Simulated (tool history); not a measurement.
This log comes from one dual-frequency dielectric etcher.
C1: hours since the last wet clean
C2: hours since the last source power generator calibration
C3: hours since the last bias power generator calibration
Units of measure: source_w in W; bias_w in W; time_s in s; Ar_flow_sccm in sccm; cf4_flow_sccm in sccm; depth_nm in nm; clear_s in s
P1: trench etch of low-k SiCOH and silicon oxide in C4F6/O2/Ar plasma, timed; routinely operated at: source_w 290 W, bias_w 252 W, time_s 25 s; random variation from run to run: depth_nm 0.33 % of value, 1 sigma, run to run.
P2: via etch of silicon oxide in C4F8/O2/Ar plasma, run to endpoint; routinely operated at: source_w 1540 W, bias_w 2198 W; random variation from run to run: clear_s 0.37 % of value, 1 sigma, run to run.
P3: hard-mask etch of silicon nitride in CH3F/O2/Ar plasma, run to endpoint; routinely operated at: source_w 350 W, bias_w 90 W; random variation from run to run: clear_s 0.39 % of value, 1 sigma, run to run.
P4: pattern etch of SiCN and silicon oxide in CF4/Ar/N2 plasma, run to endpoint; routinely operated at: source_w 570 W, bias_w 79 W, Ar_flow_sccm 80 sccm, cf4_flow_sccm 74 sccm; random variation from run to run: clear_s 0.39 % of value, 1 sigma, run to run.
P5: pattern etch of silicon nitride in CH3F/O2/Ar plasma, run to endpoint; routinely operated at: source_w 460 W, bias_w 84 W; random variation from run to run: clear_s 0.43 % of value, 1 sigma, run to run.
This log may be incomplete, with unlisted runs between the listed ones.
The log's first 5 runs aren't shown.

{"run": 6, "day": 1.812, "process": "P4", "source_w": 570, "bias_w": 79, "Ar_flow_sccm": 80, "cf4_flow_sccm": 74, "C1": 354.3, "C2": 857.7, "C3": 2492.4, "clear_s": 15.166}
{"run": 7, "day": 2.117, "process": "P2", "source_w": 1540, "bias_w": 2938, "C1": 361.6, "C2": 865, "C3": 2499.7, "clear_s": 356.43}
{"run": 8, "day": 2.354, "process": "P1", "source_w": 290, "bias_w": 252, "time_s": 15, "C1": 367.3, "C2": 870.7, "C3": 2505.4, "depth_nm": 48.064}
{"run": 9, "day": 2.646, "process": "P4", "source_w": 570, "bias_w": 79, "Ar_flow_sccm": 80, "cf4_flow_sccm": 89, "C1": 374.3, "C2": 877.7, "C3": 2512.4, "clear_s": 14.734}
{"run": 10, "day": 2.883, "process": "P1", "source_w": 290, "bias_w": 252, "time_s": 25, "C1": 380, "C2": 883.4, "C3": 2518.1, "depth_nm": 79.97}
{"run": 11, "day": 3.146, "process": "P4", "source_w": 570, "bias_w": 48, "Ar_flow_sccm": 80, "cf4_flow_sccm": 74, "C1": 386.3, "C2": 889.7, "C3": 2524.4, "clear_s": 17.594}
{"run": 12, "day": 3.417, "process": "P2", "source_w": 1540, "bias_w": 2198, "C1": 392.8, "C2": 896.2, "C3": 2530.9, "clear_s": 391.76}
{"run": 13, "day": 3.792, "process": "P1", "source_w": 290, "bias_w": 252, "time_s": 25, "C1": 401.8, "C2": 905.2, "C3": 2539.9, "depth_nm": 79.988}
{"run": 14, "day": 4.175, "process": "P5", "source_w": 460, "bias_w": 69, "C1": 411, "C2": 914.4, "C3": 2549.1, "clear_s": 68.61}
{"run": 15, "day": 4.375, "process": "P1", "source_w": 290, "bias_w": 252, "time_s": 34, "C1": 415.8, "C2": 919.2, "C3": 2553.9, "depth_nm": 109.12}
{"run": 16, "day": 4.608, "process": "P5", "source_w": 460, "bias_w": 84, "C1": 421.4, "C2": 924.8, "C3": 2559.5, "clear_s": 64.689}
{"run": 17, "day": 4.812, "process": "P3", "source_w": 480, "bias_w": 90, "C1": 426.3, "C2": 929.7, "C3": 2564.4, "clear_s": 49.903}
{"run": 18, "day": 5.062, "process": "P2", "source_w": 1110, "bias_w": 2198, "C1": 432.3, "C2": 935.7, "C3": 2570.4, "clear_s": 445.97}
{"run": 19, "day": 5.492, "process": "P1", "source_w": 180, "bias_w": 252, "time_s": 25, "C1": 442.6, "C2": 946, "C3": 2580.7, "depth_nm": 66.672}

Run 20, settings as shown, results not yet in. Your forecast:
{"run": 20, "day": 5.746, "process": "P1", "source_w": 210, "bias_w": 252, "time_s": 17, "C1": 448.7, "C2": 952.1, "C3": 2586.8, "depth_nm": "?"}

Run 20 measured depth_nm 47.983 nm.

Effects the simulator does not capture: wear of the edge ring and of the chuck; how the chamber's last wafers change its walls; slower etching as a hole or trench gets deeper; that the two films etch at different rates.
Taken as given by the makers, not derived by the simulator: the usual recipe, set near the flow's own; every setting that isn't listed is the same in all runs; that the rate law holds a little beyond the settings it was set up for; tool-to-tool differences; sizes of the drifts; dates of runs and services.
